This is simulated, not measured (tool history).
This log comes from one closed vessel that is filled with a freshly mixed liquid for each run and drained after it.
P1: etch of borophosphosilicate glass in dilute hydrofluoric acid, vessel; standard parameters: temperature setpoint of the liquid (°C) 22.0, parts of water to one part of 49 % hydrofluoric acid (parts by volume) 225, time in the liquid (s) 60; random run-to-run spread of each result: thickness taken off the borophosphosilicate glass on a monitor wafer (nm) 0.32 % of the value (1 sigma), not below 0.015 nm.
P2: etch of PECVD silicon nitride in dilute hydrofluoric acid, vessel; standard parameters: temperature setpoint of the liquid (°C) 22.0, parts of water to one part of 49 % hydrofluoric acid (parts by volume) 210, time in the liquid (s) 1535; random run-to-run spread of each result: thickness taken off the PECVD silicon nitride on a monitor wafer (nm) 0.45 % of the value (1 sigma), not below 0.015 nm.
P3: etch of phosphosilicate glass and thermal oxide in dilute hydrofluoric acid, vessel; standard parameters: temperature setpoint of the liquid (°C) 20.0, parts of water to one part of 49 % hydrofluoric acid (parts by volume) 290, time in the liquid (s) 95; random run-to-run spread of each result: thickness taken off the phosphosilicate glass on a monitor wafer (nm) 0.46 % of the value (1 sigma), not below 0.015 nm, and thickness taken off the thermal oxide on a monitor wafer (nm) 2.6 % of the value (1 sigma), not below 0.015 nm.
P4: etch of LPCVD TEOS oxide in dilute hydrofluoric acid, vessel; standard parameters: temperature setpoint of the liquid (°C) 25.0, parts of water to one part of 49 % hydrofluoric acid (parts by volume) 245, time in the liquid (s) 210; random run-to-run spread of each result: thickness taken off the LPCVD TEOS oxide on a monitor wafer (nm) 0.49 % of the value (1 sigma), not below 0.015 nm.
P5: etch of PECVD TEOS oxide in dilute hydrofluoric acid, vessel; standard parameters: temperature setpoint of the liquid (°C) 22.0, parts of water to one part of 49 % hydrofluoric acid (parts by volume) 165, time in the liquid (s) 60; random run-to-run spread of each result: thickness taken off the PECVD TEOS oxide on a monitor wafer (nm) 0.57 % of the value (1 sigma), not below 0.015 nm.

run	hour	process that ran	temperature setpoint of the liquid (°C)	parts of water to one part of 49 % hydrofluoric acid (parts by volume)	time in the liquid (s)	hours since the thermometer was replaced	hours since the hydrofluoric acid flow meter was replaced	thickness taken off the borophosphosilicate glass on a monitor wafer (nm)	thickness taken off the phosphosilicate glass on a monitor wafer (nm)	thickness taken off the thermal oxide on a monitor wafer (nm)	thickness taken off the PECVD silicon nitride on a monitor wafer (nm)	thickness taken off the PECVD TEOS oxide on a monitor wafer (nm)	thickness taken off the LPCVD TEOS oxide on a monitor wafer (nm)
1	2.6	P1	22.0	225	60	514.8	159.5	8.2921					
2	5.8	P1	22.0	370	60	518.0	162.7	4.4073					
3	9.7	P1	22.0	225	60	521.9	166.6	8.3174					
4	12.1	P3	20.0	115	95	524.3	169.0		58.094	3.2212			
5	14.8	P2	22.0	210	845	527.0	171.7				20.884		
6	17.4	P1	22.0	225	30	529.6	174.3	4.1288					
7	20.2	P5	22.0	165	60	532.4	177.1					8.6089	
8	22.2	P1	22.0	225	60	534.4	179.1	8.2866					
9	25.9	P5	22.0	165	60	538.1	182.8					8.6453	
10	30.1	P1	22.0	225	85	542.3	187.0	11.7300					
11	32.0	P2	22.0	330	1535	544.2	188.9				23.868		
12	34.3	P1	22.0	385	100	546.5	191.2	6.9992					
13	38.5	P1	22.0	390	105	550.7	195.4	7.2347					
14	41.4	P4	25.0	245	210	553.6	198.3						23.121
15	43.7	P2	22.0	210	1535	555.9	200.6				37.641		
16	45.9	P1	22.0	225	60	558.1	202.8	8.3027					
17	50.1	P3	20.0	290	95	562.3	207.0		19.401	1.1282			
18	54.3	P5	22.0	50	60	566.5	211.2					32.4610	
19	57.2	P1	22.0	110	60	569.4	214.1	19.2120					
20	60.1	P4	25.0	245	210	572.3	217.0						23.382
21	63.7	P3	26.5	290	95	575.9	220.6		24.514	1.3388			

The next listed run, before its measurement:
22	68.0	P4	25.0	400	210	580.2	224.9						?

Run 22 measured thickness taken off the LPCVD TEOS oxide on a monitor wafer (nm) 12.338.

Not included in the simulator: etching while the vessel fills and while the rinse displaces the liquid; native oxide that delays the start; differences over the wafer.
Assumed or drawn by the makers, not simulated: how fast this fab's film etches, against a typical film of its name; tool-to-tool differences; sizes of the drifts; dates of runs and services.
